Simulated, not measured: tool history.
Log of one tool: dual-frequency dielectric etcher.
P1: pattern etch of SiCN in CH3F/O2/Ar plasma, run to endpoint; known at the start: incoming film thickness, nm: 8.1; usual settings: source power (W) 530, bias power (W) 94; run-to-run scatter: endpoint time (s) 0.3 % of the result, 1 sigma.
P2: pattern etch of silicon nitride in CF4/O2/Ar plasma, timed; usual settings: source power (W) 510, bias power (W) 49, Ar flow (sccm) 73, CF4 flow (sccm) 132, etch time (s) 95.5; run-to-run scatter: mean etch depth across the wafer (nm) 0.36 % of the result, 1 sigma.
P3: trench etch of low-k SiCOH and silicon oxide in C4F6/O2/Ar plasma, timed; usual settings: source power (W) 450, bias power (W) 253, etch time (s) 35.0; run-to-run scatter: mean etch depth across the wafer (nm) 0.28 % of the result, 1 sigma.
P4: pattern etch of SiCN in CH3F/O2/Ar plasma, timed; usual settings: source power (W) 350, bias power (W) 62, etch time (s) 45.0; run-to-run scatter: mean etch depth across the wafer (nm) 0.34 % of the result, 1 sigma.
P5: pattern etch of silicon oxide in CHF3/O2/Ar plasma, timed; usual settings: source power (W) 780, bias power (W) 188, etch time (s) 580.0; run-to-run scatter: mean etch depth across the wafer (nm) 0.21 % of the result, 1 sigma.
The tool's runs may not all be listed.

run,day,process that ran,source power (W),bias power (W),Ar flow (sccm),CF4 flow (sccm),etch time (s),endpoint time (s),mean etch depth across the wafer (nm)
1,0.175,P1,530,94,,,,17.605,
2,0.383,P2,610,49,73,132,95.5,,225.850
3,0.512,P2,510,49,73,132,118.0,,238.890
4,0.629,P3,320,253,,,35.0,,121.640
5,0.850,P5,970,188,,,580.0,,1399.900
6,1.012,P5,780,188,,,799.0,,1780.700
7,1.133,P1,530,94,,,,17.686,
8,1.346,P3,450,162,,,35.0,,119.390
9,1.508,P4,350,36,,,45.0,,12.682
10,1.621,P1,530,114,,,,16.475,
11,1.783,P1,530,94,,,,17.689,
12,1.925,P1,430,94,,,,19.216,
13,2.117,P4,350,62,,,45.0,,15.047
14,2.362,P2,510,49,73,132,95.5,,193.220
15,2.583,P2,510,36,73,132,95.5,,175.420
16,2.775,P1,680,94,,,,16.134,
17,2.942,P2,510,49,73,173,95.5,,197.990
18,3.154,P1,530,74,,,,19.441,
19,3.388,P3,450,253,,,35.0,,138.080
20,3.550,P3,450,253,,,42.5,,168.390
21,3.758,P4,350,62,,,45.0,,15.120
22,4.004,P1,730,72,,,,17.230,
23,4.196,P2,510,49,54,132,95.5,,198.240
24,4.433,P4,350,62,,,65.5,,21.986
25,4.592,P5,780,188,,,580.0,,1289.500
26,4.725,P3,450,253,,,35.0,,138.120
27,4.896,P5,780,154,,,580.0,,1217.500
28,5.100,P4,270,62,,,45.0,,13.640
29,5.225,P1,530,94,,,,17.650,
30,5.362,P1,530,94,,,,17.626,
31,5.508,P1,530,94,,,,17.653,
32,5.667,P1,530,94,,,,17.937,
33,5.829,P1,530,94,,,,17.844,
34,6.033,P1,530,94,,,,17.917,
35,6.200,P1,530,94,,,,18.050,
# day 6.292: wet clean of the chamber
36,6.400,P1,530,94,,,,17.951,
37,6.592,P1,530,94,,,,18.037,
38,6.712,P1,530,94,,,,17.984,

What P1 gives has crept away from where it was. These 2 causes fit the log equally well, each at the size given:
A: source power that arrives under what is set, % = 4.57
B: bias power that arrives under what is set, % = 4.66
The creep began at about day 5.508.
Why every other cause is out:
chamber walls in a state that lowers the etch rate, %: serviced at day 6.292, which brought nothing back

4 check runs are offered, each on 2 wafers whose results are averaged, their results left as question marks. Which one tells the causes apart?
check 1,6.833,P2,510,49,73,132,95.5,,?
check 2,6.833,P5,780,188,,,580.0,,?
check 3,6.833,P4,350,62,,,45.0,,?
check 4,6.833,P3,450,253,,,35.0,,?

What each check would give under each cause:
check,result,if A,if B
check 1,mean etch depth across the wafer (nm),185.470,190.090
check 2,mean etch depth across the wafer (nm),1269.300,1272.000
check 3,mean etch depth across the wafer (nm),14.823,14.842
check 4,mean etch depth across the wafer (nm),135.280,135.550
How far apart the two closest causes lie, in the result that separates them most: check 1 2.46 %; check 2 0.21 %; check 3 0.13 %; check 4 0.19 %
Only check 1 tells the causes apart: in the others they would give nearly the same result.

Check 1 was then run and gave: mean etch depth across the wafer (nm) 189.720. Which cause is it?

It is B: bias power that arrives under what is set, %.

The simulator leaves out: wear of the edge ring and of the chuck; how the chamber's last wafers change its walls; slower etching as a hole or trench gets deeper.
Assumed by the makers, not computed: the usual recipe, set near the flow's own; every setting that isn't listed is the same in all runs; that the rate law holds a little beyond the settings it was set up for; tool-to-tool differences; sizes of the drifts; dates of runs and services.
